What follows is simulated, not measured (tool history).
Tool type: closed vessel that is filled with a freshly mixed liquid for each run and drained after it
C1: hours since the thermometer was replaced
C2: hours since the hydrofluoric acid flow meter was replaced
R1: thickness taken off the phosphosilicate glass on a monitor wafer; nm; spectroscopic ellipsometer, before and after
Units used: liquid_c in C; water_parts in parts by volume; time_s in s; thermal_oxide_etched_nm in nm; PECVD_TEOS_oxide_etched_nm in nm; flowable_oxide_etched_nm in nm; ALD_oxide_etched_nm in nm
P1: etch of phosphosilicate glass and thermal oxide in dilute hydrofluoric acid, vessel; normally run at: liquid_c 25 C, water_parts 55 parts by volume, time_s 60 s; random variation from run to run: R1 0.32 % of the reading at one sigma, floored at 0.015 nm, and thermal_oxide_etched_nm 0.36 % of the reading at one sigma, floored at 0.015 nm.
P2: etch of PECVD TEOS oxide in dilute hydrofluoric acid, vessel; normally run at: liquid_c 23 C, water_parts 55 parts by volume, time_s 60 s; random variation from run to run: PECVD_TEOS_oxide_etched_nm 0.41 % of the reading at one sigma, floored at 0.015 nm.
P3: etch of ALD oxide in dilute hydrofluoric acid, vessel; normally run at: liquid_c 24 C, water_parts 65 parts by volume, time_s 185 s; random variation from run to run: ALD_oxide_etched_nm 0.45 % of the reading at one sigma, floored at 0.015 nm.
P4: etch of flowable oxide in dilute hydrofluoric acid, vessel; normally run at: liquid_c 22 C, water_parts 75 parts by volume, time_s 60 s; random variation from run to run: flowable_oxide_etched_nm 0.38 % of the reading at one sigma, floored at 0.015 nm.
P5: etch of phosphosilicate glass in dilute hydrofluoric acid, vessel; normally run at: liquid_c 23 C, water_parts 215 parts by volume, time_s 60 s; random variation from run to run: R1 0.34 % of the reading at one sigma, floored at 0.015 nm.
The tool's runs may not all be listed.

Run 1, hour 10.7: process P1, liquid_c 25 C, water_parts 55 parts by volume, time_s 60 s; C1 2038.8; C2 56.5. Result: R1 138.74 nm, thermal_oxide_etched_nm 5.7472 nm.
Run 2, hour 24.4: process P2, liquid_c 23 C, water_parts 55 parts by volume, time_s 110 s; C1 2052.5; C2 70.2. Result: PECVD_TEOS_oxide_etched_nm 56.44 nm.
Run 3, hour 33.5: process P2, liquid_c 23 C, water_parts 90 parts by volume, time_s 60 s; C1 2061.6; C2 79.3. Result: PECVD_TEOS_oxide_etched_nm 18.216 nm.
Run 4, hour 47.6: process P4, liquid_c 22 C, water_parts 75 parts by volume, time_s 30 s; C1 2075.7; C2 93.4. Result: flowable_oxide_etched_nm 19.207 nm.
Run 5, hour 65.1: process P1, liquid_c 25 C, water_parts 55 parts by volume, time_s 30 s; C1 2093.2; C2 110.9. Result: R1 69.417 nm, thermal_oxide_etched_nm 2.8377 nm.
Run 6, hour 74.1: process P1, liquid_c 25 C, water_parts 55 parts by volume, time_s 60 s; C1 2102.2; C2 119.9. Result: R1 139.24 nm, thermal_oxide_etched_nm 5.7566 nm.
Run 7, hour 86.7: process P1, liquid_c 25 C, water_parts 30 parts by volume, time_s 60 s; C1 2114.8; C2 132.5. Result: R1 263.52 nm, thermal_oxide_etched_nm 10.956 nm.
Run 8, hour 95.6: process P3, liquid_c 19 C, water_parts 65 parts by volume, time_s 185 s; C1 2123.7; C2 141.4. Result: ALD_oxide_etched_nm 29.732 nm.
Run 9, hour 105.9: process P4, liquid_c 17 C, water_parts 75 parts by volume, time_s 60 s; C1 2134; C2 151.7. Result: flowable_oxide_etched_nm 31.366 nm.
Run 10, hour 124.5: process P1, liquid_c 25 C, water_parts 55 parts by volume, time_s 60 s; C1 2152.6; C2 170.3. Result: R1 138.62 nm, thermal_oxide_etched_nm 5.7222 nm.
Run 11, hour 135.8: process P1, liquid_c 25 C, water_parts 20 parts by volume, time_s 30 s; C1 2163.9; C2 181.6. Result: R1 199.82 nm, thermal_oxide_etched_nm 8.2658 nm.
Run 12, hour 154.4: process P4, liquid_c 22 C, water_parts 75 parts by volume, time_s 60 s; C1 2182.5; C2 200.2. Result: flowable_oxide_etched_nm 38.505 nm.
Run 13, hour 173.7: process P1, liquid_c 25 C, water_parts 55 parts by volume, time_s 60 s; C1 2201.8; C2 219.5. Result: R1 138.86 nm, thermal_oxide_etched_nm 5.792 nm.
Run 14, hour 189: process P1, liquid_c 25 C, water_parts 55 parts by volume, time_s 60 s; C1 2217.1; C2 234.8. Result: R1 139.25 nm, thermal_oxide_etched_nm 5.7504 nm.
Run 15, hour 201.6: process P5, liquid_c 23 C, water_parts 215 parts by volume, time_s 30 s; C1 2229.7; C2 247.4. Result: R1 23.348 nm.
Run 16, hour 216.2: process P2, liquid_c 17 C, water_parts 55 parts by volume, time_s 60 s; C1 2244.3; C2 262. Result: PECVD_TEOS_oxide_etched_nm 24.071 nm.
Run 17, hour 228.8: process P1, liquid_c 25 C, water_parts 20 parts by volume, time_s 30 s; C1 2256.9; C2 274.6. Result: R1 198.8 nm, thermal_oxide_etched_nm 8.2831 nm.
Run 18, hour 246.3: process P1, liquid_c 32.5 C, water_parts 55 parts by volume, time_s 60 s; C1 2274.4; C2 292.1. Result: R1 186.47 nm, thermal_oxide_etched_nm 7.7788 nm.
Run 19, hour 263: process P5, liquid_c 23 C, water_parts 365 parts by volume, time_s 60 s; C1 2291.1; C2 308.8. Result: R1 23.752 nm.
Run 20, hour 279.8: process P1, liquid_c 25 C, water_parts 55 parts by volume, time_s 90 s; C1 2307.9; C2 325.6. Result: R1 209.15 nm, thermal_oxide_etched_nm 8.6924 nm.
Run 21, hour 295.3: process P3, liquid_c 24 C, water_parts 65 parts by volume, time_s 30 s; C1 2323.4; C2 341.1. Result: ALD_oxide_etched_nm 5.932 nm.
Run 22, hour 312.2: process P2, liquid_c 23 C, water_parts 55 parts by volume, time_s 60 s; C1 2340.3; C2 358. Result: PECVD_TEOS_oxide_etched_nm 31.026 nm.
Run 23, hour 322.6: process P3, liquid_c 24 C, water_parts 65 parts by volume, time_s 185 s; C1 2350.7; C2 368.4. Result: ALD_oxide_etched_nm 36.67 nm.
Run 24, hour 333.4: process P1, liquid_c 18.5 C, water_parts 55 parts by volume, time_s 60 s; C1 2361.5; C2 379.2. Result: R1 105.63 nm, thermal_oxide_etched_nm 4.3972 nm.
Run 25, hour 342.9: process P5, liquid_c 23 C, water_parts 215 parts by volume, time_s 60 s; C1 2371; C2 388.7. Result: R1 46.699 nm.
Run 26, hour 358.7: process P3, liquid_c 24 C, water_parts 105 parts by volume, time_s 185 s; C1 2386.8; C2 404.5. Result: ALD_oxide_etched_nm 21.519 nm.
Run 27, hour 368.9: process P4, liquid_c 22 C, water_parts 125 parts by volume, time_s 60 s; C1 2397; C2 414.7. Result: flowable_oxide_etched_nm 21.769 nm.
Run 28, hour 388.1: process P1, liquid_c 25 C, water_parts 75 parts by volume, time_s 95 s; C1 2416.2; C2 433.9. Result: R1 156.06 nm, thermal_oxide_etched_nm 6.5338 nm.
Run 29, hour 407.2: process P1, liquid_c 25 C, water_parts 90 parts by volume, time_s 60 s; C1 2435.3; C2 453. Result: R1 80.605 nm, thermal_oxide_etched_nm 3.3379 nm.
Run 30, hour 416.6: process P5, liquid_c 29 C, water_parts 215 parts by volume, time_s 60 s; C1 2444.7; C2 462.4. Result: R1 57.989 nm.
Run 31, hour 428.3: process P1, liquid_c 25 C, water_parts 55 parts by volume, time_s 60 s; C1 2456.4; C2 474.1. Result: R1 139.14 nm, thermal_oxide_etched_nm 5.8323 nm.

Estimate the outcome of run 32 from the log above:
Run 32, hour 443: process P1, liquid_c 25 C, water_parts 55 parts by volume, time_s 60 s; C1 2471.1; C2 488.8. Result: R1 ?, thermal_oxide_etched_nm ?.

{"run 32": {"R1": 138.16, "thermal_oxide_etched_nm": 5.7847}}

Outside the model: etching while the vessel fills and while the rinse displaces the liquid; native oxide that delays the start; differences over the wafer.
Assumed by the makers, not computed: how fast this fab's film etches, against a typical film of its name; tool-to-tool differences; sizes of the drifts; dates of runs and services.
